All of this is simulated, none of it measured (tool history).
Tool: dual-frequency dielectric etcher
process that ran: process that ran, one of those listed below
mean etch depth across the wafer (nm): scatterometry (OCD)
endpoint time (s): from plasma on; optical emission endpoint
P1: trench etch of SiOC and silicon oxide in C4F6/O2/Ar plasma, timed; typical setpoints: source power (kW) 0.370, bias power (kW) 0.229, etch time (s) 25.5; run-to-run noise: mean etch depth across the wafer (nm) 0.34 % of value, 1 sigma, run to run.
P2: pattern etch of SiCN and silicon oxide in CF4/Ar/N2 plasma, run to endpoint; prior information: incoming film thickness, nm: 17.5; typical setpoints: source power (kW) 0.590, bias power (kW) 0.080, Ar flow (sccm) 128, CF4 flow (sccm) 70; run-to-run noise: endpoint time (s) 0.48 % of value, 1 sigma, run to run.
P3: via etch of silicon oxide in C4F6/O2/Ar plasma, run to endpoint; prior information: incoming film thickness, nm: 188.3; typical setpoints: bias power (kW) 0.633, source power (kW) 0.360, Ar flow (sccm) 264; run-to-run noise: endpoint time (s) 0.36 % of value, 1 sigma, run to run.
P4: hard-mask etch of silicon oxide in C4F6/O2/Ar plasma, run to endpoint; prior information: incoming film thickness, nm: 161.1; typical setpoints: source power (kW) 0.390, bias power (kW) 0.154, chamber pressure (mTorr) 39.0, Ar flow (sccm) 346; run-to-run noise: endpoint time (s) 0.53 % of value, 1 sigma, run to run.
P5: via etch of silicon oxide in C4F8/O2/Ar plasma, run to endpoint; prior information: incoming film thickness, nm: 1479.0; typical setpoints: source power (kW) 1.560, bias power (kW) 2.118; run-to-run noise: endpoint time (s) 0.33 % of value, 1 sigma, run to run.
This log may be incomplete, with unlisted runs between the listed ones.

run,hour,process that ran,source power (kW),bias power (kW),etch time (s),Ar flow (sccm),CF4 flow (sccm),chamber pressure (mTorr),hours since the last wet clean,hours since the last source power generator calibration,hours since the last bias power generator calibration,mean etch depth across the wafer (nm),endpoint time (s)
1,14.0,P1,0.370,0.229,25.5,,,,165.3,426.0,1976.9,53.981,
2,25.3,P1,0.450,0.164,25.5,,,,176.6,437.3,1988.2,52.149,
3,36.2,P2,0.590,0.080,,128,70,,187.5,448.2,1999.1,,16.018
4,52.8,P1,0.370,0.229,36.5,,,,204.1,464.8,2015.7,76.834,
5,62.1,P1,0.370,0.229,25.5,,,,213.4,474.1,2025.0,53.757,
6,77.1,P3,0.450,0.633,,264,,,228.4,489.1,2040.0,,36.294
7,87.8,P1,0.460,0.229,25.5,,,,239.1,499.8,2050.7,58.574,
8,100.2,P1,0.300,0.229,16.0,,,,251.5,512.2,2063.1,31.288,
9,112.6,P2,0.590,0.080,,128,70,,263.9,524.6,2075.5,,15.970
10,121.5,P3,0.360,0.882,,264,,,272.8,533.5,2084.4,,34.770
11,137.1,P5,2.150,2.118,,,,,288.4,549.1,2100.0,,283.660
12,153.5,P1,0.370,0.229,14.0,,,,304.8,565.5,2116.4,29.543,
13,161.9,P4,0.390,0.184,,346,,39.0,313.2,573.9,2124.8,,53.271
14,169.9,P2,0.590,0.047,,128,70,,321.2,581.9,2132.8,,18.937
15,179.6,P2,0.450,0.080,,128,70,,330.9,591.6,2142.5,,20.443
16,197.4,P1,0.370,0.229,25.5,,,,348.7,609.4,2160.3,53.469,
17,213.3,P1,0.370,0.229,25.5,,,,364.6,625.3,2176.2,53.535,
18,228.9,P1,0.370,0.186,25.5,,,,380.2,640.9,2191.8,50.256,
19,241.4,P2,0.590,0.080,,128,42,,392.7,653.4,2204.3,,17.439
20,252.4,P4,0.390,0.154,,250,,39.0,403.7,664.4,2215.3,,55.344
21,264.0,P5,1.560,2.118,,,,,415.3,676.0,2226.9,,320.380
22,273.0,P1,0.250,0.229,25.5,,,,424.3,685.0,2235.9,46.195,
23,282.1,P1,0.370,0.229,25.5,,,,433.4,694.1,2245.0,53.986,
24,293.6,P5,1.560,2.118,,,,,444.9,705.6,2256.5,,320.710
# hour 305.4: source power generator calibrated
25,305.7,P2,0.590,0.080,,86,70,,457.0,0.4,2268.6,,15.031
26,322.5,P4,0.280,0.154,,346,,39.0,473.8,17.2,2285.4,,64.746
27,338.2,P3,0.360,0.633,,264,,,489.5,32.9,2301.1,,39.326
28,356.1,P4,0.390,0.154,,346,,28.5,507.4,50.8,2319.0,,55.075
29,369.7,P5,1.560,1.265,,,,,521.0,64.4,2332.6,,369.800
30,381.9,P1,0.370,0.291,25.5,,,,533.2,76.6,2344.8,58.097,
31,397.8,P3,0.360,0.633,,335,,,549.1,92.5,2360.7,,40.389
32,414.9,P4,0.390,0.154,,346,,39.0,566.2,109.6,2377.8,,56.534
33,431.6,P1,0.370,0.229,25.5,,,,582.9,126.3,2394.5,53.469,
34,440.6,P1,0.370,0.229,25.5,,,,591.9,135.3,2403.5,53.386,
35,457.0,P1,0.370,0.229,25.5,,,,608.3,151.7,2419.9,53.246,
36,465.3,P1,0.370,0.229,25.5,,,,616.6,160.0,2428.2,53.144,
# hour 472.6: wet clean of the chamber
37,481.1,P1,0.370,0.229,25.5,,,,8.6,175.8,2444.0,52.771,
38,499.4,P1,0.370,0.229,25.5,,,,26.9,194.1,2462.3,52.823,
39,511.1,P1,0.370,0.229,25.5,,,,38.6,205.8,2474.0,52.411,
40,520.0,P1,0.370,0.229,25.5,,,,47.5,214.7,2482.9,52.491,
41,531.6,P1,0.370,0.229,25.5,,,,59.1,226.3,2494.5,52.537,

Something has made what P1 gives creep away from where it was; the 2 causes below, each at its own stated size, fit the log equally well:
A: source power that arrives under what is set, % = 4.33
B: bias power that arrives under what is set, % = 4.97
Onset of the creep was near hour 431.6.
All other causes, with the reason each is excluded:
chamber walls in a state that lowers the etch rate, %: work on it at hour 472.6, done after the drift set in, did not restore what the process gave before

Below are 4 check runs, each averaged over 3 wafers, with their results shown as question marks. Which of them would give clearly different results depending on which cause is behind the drift?
check 1,543.2,P3,0.430,0.633,,264,,,,,,,?
check 2,543.2,P2,0.590,0.049,,128,70,,,,,,?
check 3,543.2,P5,1.900,1.383,,,,,,,,,?
check 4,543.2,P4,0.390,0.154,,267,,39.0,,,,,?

What every check run would give for each of its results, assuming each possible cause in turn:
check,result,if A,if B
check 1,endpoint time (s),37.413,37.539
check 2,endpoint time (s),19.610,19.154
check 3,endpoint time (s),340.060,338.470
check 4,endpoint time (s),56.070,55.963
How far apart the two closest causes lie, in the result that separates them most: check 1 0.34 %; check 2 2.35 %; check 3 0.47 %; check 4 0.19 %
Check 2 tells the causes apart: in the others they would give nearly the same result.

Then check 2 was run and gave: endpoint time (s) 19.518. Which cause is it?

It is A: source power that arrives under what is set, %.
